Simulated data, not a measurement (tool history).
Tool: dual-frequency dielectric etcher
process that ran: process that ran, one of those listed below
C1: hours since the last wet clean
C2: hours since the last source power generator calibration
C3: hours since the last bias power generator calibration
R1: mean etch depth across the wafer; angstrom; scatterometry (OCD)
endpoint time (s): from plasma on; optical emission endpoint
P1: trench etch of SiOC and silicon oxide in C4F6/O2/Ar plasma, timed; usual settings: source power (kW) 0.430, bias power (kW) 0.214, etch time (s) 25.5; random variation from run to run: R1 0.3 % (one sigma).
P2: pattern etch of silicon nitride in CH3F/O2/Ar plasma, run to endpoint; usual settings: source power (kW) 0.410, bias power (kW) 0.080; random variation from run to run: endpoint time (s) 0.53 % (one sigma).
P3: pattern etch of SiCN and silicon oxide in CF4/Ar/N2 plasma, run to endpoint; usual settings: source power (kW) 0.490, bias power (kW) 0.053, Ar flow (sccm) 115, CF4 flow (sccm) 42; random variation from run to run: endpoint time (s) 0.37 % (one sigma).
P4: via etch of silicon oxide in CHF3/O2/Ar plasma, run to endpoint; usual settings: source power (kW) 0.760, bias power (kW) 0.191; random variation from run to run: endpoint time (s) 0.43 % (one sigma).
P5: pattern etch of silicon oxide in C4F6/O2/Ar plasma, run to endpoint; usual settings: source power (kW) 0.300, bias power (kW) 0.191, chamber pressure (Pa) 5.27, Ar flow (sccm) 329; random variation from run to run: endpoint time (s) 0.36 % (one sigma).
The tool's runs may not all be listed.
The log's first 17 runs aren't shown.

run 18 hour=191.4 | process_that_ran=P4 source_power_(kW)=0.760 bias_power_(kW)=0.270 | C1=541.7 C2=2395.4 C3=128.2 | endpoint_time_(s)=211.970
run 19 hour=203.5 | process_that_ran=P1 source_power_(kW)=0.430 bias_power_(kW)=0.214 etch_time_(s)=25.5 | C1=553.8 C2=2407.5 C3=140.3 | R1=542.38
run 20 hour=211.6 | process_that_ran=P1 source_power_(kW)=0.310 bias_power_(kW)=0.214 etch_time_(s)=25.5 | C1=561.9 C2=2415.6 C3=148.4 | R1=479.00
run 21 hour=218.3 | process_that_ran=P1 source_power_(kW)=0.360 bias_power_(kW)=0.214 etch_time_(s)=34.0 | C1=568.6 C2=2422.3 C3=155.1 | R1=675.60
run 22 hour=230.8 | process_that_ran=P3 source_power_(kW)=0.490 bias_power_(kW)=0.053 Ar_flow_(sccm)=115 CF4_flow_(sccm)=27 | C1=581.1 C2=2434.8 C3=167.6 | endpoint_time_(s)=16.426
-- hour=240.3 source power generator calibrated
-- hour=241.7 wet clean of the chamber
run 23 hour=243.2 | process_that_ran=P1 source_power_(kW)=0.430 bias_power_(kW)=0.214 etch_time_(s)=25.5 | C1=1.5 C2=2.9 C3=180.0 | R1=547.08
run 24 hour=255.9 | process_that_ran=P3 source_power_(kW)=0.490 bias_power_(kW)=0.053 Ar_flow_(sccm)=115 CF4_flow_(sccm)=42 | C1=14.2 C2=15.6 C3=192.7 | endpoint_time_(s)=15.062
run 25 hour=265.9 | process_that_ran=P4 source_power_(kW)=0.760 bias_power_(kW)=0.191 | C1=24.2 C2=25.6 C3=202.7 | endpoint_time_(s)=237.100
run 26 hour=280.1 | process_that_ran=P3 source_power_(kW)=0.490 bias_power_(kW)=0.053 Ar_flow_(sccm)=115 CF4_flow_(sccm)=42 | C1=38.4 C2=39.8 C3=216.9 | endpoint_time_(s)=15.147
run 27 hour=290.2 | process_that_ran=P1 source_power_(kW)=0.430 bias_power_(kW)=0.214 etch_time_(s)=25.5 | C1=48.5 C2=49.9 C3=227.0 | R1=545.89
run 28 hour=304.7 | process_that_ran=P5 source_power_(kW)=0.300 bias_power_(kW)=0.130 Ar_flow_(sccm)=329 chamber_pressure_(Pa)=5.27 | C1=63.0 C2=64.4 C3=241.5 | endpoint_time_(s)=15.417
run 29 hour=315.1 | process_that_ran=P3 source_power_(kW)=0.490 bias_power_(kW)=0.053 Ar_flow_(sccm)=82 CF4_flow_(sccm)=42 | C1=73.4 C2=74.8 C3=251.9 | endpoint_time_(s)=14.094
run 30 hour=324.3 | process_that_ran=P3 source_power_(kW)=0.300 bias_power_(kW)=0.053 Ar_flow_(sccm)=115 CF4_flow_(sccm)=42 | C1=82.6 C2=84.0 C3=261.1 | endpoint_time_(s)=23.139
run 31 hour=336.4 | process_that_ran=P2 source_power_(kW)=0.520 bias_power_(kW)=0.080 | C1=94.7 C2=96.1 C3=273.2 | endpoint_time_(s)=24.259
run 32 hour=343.2 | process_that_ran=P1 source_power_(kW)=0.430 bias_power_(kW)=0.214 etch_time_(s)=25.5 | C1=101.5 C2=102.9 C3=280.0 | R1=545.40
run 33 hour=354.8 | process_that_ran=P1 source_power_(kW)=0.430 bias_power_(kW)=0.214 etch_time_(s)=25.5 | C1=113.1 C2=114.5 C3=291.6 | R1=544.33
run 34 hour=364.7 | process_that_ran=P1 source_power_(kW)=0.430 bias_power_(kW)=0.214 etch_time_(s)=25.5 | C1=123.0 C2=124.4 C3=301.5 | R1=549.06

Run 35 comes next. What will it give?
-- hour=371.9 wet clean of the chamber
run 35 hour=376.1 | process_that_ran=P1 source_power_(kW)=0.430 bias_power_(kW)=0.214 etch_time_(s)=25.5 | C1=4.3 C2=135.8 C3=312.9 | R1=?

{"run 35": {"R1": 549.19}}
